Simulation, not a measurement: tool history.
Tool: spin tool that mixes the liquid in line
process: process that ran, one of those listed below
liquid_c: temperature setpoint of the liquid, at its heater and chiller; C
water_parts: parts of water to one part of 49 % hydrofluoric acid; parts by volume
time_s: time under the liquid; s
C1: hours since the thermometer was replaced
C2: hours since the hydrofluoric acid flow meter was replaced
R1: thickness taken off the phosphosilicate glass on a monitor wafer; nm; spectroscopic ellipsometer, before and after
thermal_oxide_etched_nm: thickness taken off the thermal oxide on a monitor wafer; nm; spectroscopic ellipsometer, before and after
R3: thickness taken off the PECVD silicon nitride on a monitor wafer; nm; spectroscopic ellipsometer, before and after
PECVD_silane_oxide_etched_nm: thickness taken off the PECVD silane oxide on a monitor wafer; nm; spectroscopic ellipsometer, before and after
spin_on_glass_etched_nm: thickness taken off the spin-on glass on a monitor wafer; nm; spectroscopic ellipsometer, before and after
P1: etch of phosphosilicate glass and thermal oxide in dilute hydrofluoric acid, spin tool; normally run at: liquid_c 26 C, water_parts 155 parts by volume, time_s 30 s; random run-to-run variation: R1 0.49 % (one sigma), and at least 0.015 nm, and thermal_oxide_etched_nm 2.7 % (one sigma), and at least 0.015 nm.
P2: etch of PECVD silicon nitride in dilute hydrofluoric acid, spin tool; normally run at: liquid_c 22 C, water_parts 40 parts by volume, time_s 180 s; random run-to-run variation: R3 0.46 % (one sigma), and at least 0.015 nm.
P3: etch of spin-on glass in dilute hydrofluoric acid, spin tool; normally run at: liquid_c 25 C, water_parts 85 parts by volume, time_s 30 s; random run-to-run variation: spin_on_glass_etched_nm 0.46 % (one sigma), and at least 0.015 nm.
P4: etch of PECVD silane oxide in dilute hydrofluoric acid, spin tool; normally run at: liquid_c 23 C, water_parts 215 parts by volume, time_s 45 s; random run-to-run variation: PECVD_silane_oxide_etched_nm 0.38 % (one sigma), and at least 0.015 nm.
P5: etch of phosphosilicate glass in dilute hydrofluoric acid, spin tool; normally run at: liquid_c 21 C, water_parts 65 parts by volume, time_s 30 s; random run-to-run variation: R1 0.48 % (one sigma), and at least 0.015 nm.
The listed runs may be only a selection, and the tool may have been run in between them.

Run 1, hour 8.5: process P1, liquid_c 26 C, water_parts 155 parts by volume, time_s 30 s; C1 199.4; C2 665.3. Result: R1 12.027 nm, thermal_oxide_etched_nm 0.8999 nm.
Run 2, hour 16.3: process P2, liquid_c 22 C, water_parts 25 parts by volume, time_s 180 s; C1 207.2; C2 673.1. Result: R3 33.761 nm.
Run 3, hour 23.4: process P1, liquid_c 26 C, water_parts 90 parts by volume, time_s 30 s; C1 214.3; C2 680.2. Result: R1 22.209 nm, thermal_oxide_etched_nm 1.5615 nm.
Run 4, hour 30.8: process P1, liquid_c 26 C, water_parts 155 parts by volume, time_s 30 s; C1 221.7; C2 687.6. Result: R1 11.961 nm, thermal_oxide_etched_nm 0.90427 nm.
Run 5, hour 34.9: process P1, liquid_c 26 C, water_parts 155 parts by volume, time_s 30 s; C1 225.8; C2 691.7. Result: R1 12.057 nm, thermal_oxide_etched_nm 0.91771 nm.
Run 6, hour 40.1: process P5, liquid_c 29 C, water_parts 65 parts by volume, time_s 30 s; C1 231; C2 696.9. Result: R1 117.95 nm.
Run 7, hour 48.8: process P1, liquid_c 26 C, water_parts 260 parts by volume, time_s 30 s; C1 239.7; C2 705.6. Result: R1 6.3665 nm, thermal_oxide_etched_nm 0.48801 nm.
Run 8, hour 54.7: process P2, liquid_c 22 C, water_parts 40 parts by volume, time_s 180 s; C1 245.6; C2 711.5. Result: R3 21.447 nm.
Run 9, hour 61.7: process P4, liquid_c 17 C, water_parts 215 parts by volume, time_s 45 s; C1 252.6; C2 718.5. Result: PECVD_silane_oxide_etched_nm 5.8448 nm.
Run 10, hour 66.7: process P1, liquid_c 26 C, water_parts 65 parts by volume, time_s 15 s; C1 257.6; C2 723.5. Result: R1 15.838 nm, thermal_oxide_etched_nm 1.1926 nm.
Run 11, hour 71.1: process P3, liquid_c 25 C, water_parts 140 parts by volume, time_s 30 s; C1 262; C2 727.9. Result: spin_on_glass_etched_nm 13.674 nm.
Run 12, hour 76.4: process P1, liquid_c 26 C, water_parts 155 parts by volume, time_s 30 s; C1 267.3; C2 733.2. Result: R1 12.008 nm, thermal_oxide_etched_nm 0.87349 nm.
Run 13, hour 80.7: process P1, liquid_c 26 C, water_parts 155 parts by volume, time_s 30 s; C1 271.6; C2 737.5. Result: R1 11.888 nm, thermal_oxide_etched_nm 0.95012 nm.
Run 14, hour 89.5: process P3, liquid_c 33 C, water_parts 85 parts by volume, time_s 30 s; C1 280.4; C2 746.3. Result: spin_on_glass_etched_nm 32.808 nm.
Run 15, hour 98: process P2, liquid_c 22 C, water_parts 40 parts by volume, time_s 180 s; C1 288.9; C2 754.8. Result: R3 21.597 nm.
Run 16, hour 102.5: process P1, liquid_c 26 C, water_parts 155 parts by volume, time_s 55 s; C1 293.4; C2 759.3. Result: R1 21.891 nm, thermal_oxide_etched_nm 1.6183 nm.
Run 17, hour 109.8: process P5, liquid_c 21 C, water_parts 65 parts by volume, time_s 15 s; C1 300.7; C2 766.6. Result: R1 42.549 nm.
Run 18, hour 115.9: process P1, liquid_c 22 C, water_parts 100 parts by volume, time_s 30 s; C1 306.8; C2 772.7. Result: R1 16.704 nm, thermal_oxide_etched_nm 1.2672 nm.
Run 19, hour 120.9: process P4, liquid_c 23 C, water_parts 215 parts by volume, time_s 45 s; C1 311.8; C2 777.7. Result: PECVD_silane_oxide_etched_nm 7.344 nm.
Run 20, hour 126.6: process P1, liquid_c 26 C, water_parts 155 parts by volume, time_s 15 s; C1 317.5; C2 783.4. Result: R1 5.9662 nm, thermal_oxide_etched_nm 0.4326 nm.
Run 21, hour 132.1: process P4, liquid_c 23 C, water_parts 215 parts by volume, time_s 85 s; C1 323; C2 788.9. Result: PECVD_silane_oxide_etched_nm 13.691 nm.
Run 22, hour 140.8: process P3, liquid_c 25 C, water_parts 85 parts by volume, time_s 30 s; C1 331.7; C2 797.6. Result: spin_on_glass_etched_nm 24.11 nm.
Run 23, hour 145.8: process P2, liquid_c 17 C, water_parts 40 parts by volume, time_s 180 s; C1 336.7; C2 802.6. Result: R3 15.118 nm.
Run 24, hour 150.7: process P1, liquid_c 30 C, water_parts 155 parts by volume, time_s 30 s; C1 341.6; C2 807.5. Result: R1 13.848 nm, thermal_oxide_etched_nm 1.0673 nm.
Run 25, hour 155.7: process P1, liquid_c 26 C, water_parts 70 parts by volume, time_s 60 s; C1 346.6; C2 812.5. Result: R1 58.839 nm, thermal_oxide_etched_nm 4.2008 nm.
Run 26, hour 163: process P3, liquid_c 25 C, water_parts 85 parts by volume, time_s 15 s; C1 353.9; C2 819.8. Result: spin_on_glass_etched_nm 12.069 nm.
Run 27, hour 167: process P5, liquid_c 21 C, water_parts 95 parts by volume, time_s 30 s; C1 357.9; C2 823.8. Result: R1 56.268 nm.
Run 28, hour 175.6: process P1, liquid_c 26 C, water_parts 155 parts by volume, time_s 30 s; C1 366.5; C2 832.4. Result: R1 12.02 nm, thermal_oxide_etched_nm 0.87551 nm.
Run 29, hour 180.4: process P2, liquid_c 22 C, water_parts 40 parts by volume, time_s 335 s; C1 371.3; C2 837.2. Result: R3 39.971 nm.
Run 30, hour 187.2: process P5, liquid_c 21 C, water_parts 65 parts by volume, time_s 30 s; C1 378.1; C2 844. Result: R1 85.141 nm.
Run 31, hour 192.8: process P4, liquid_c 23 C, water_parts 215 parts by volume, time_s 45 s; C1 383.7; C2 849.6. Result: PECVD_silane_oxide_etched_nm 7.3426 nm.

For run 32, what comes out?
Run 32, hour 200.6: process P4, liquid_c 23 C, water_parts 400 parts by volume, time_s 45 s; C1 391.5; C2 857.4. Result: PECVD_silane_oxide_etched_nm ?.

{"run 32": {"PECVD_silane_oxide_etched_nm": 3.3047}}

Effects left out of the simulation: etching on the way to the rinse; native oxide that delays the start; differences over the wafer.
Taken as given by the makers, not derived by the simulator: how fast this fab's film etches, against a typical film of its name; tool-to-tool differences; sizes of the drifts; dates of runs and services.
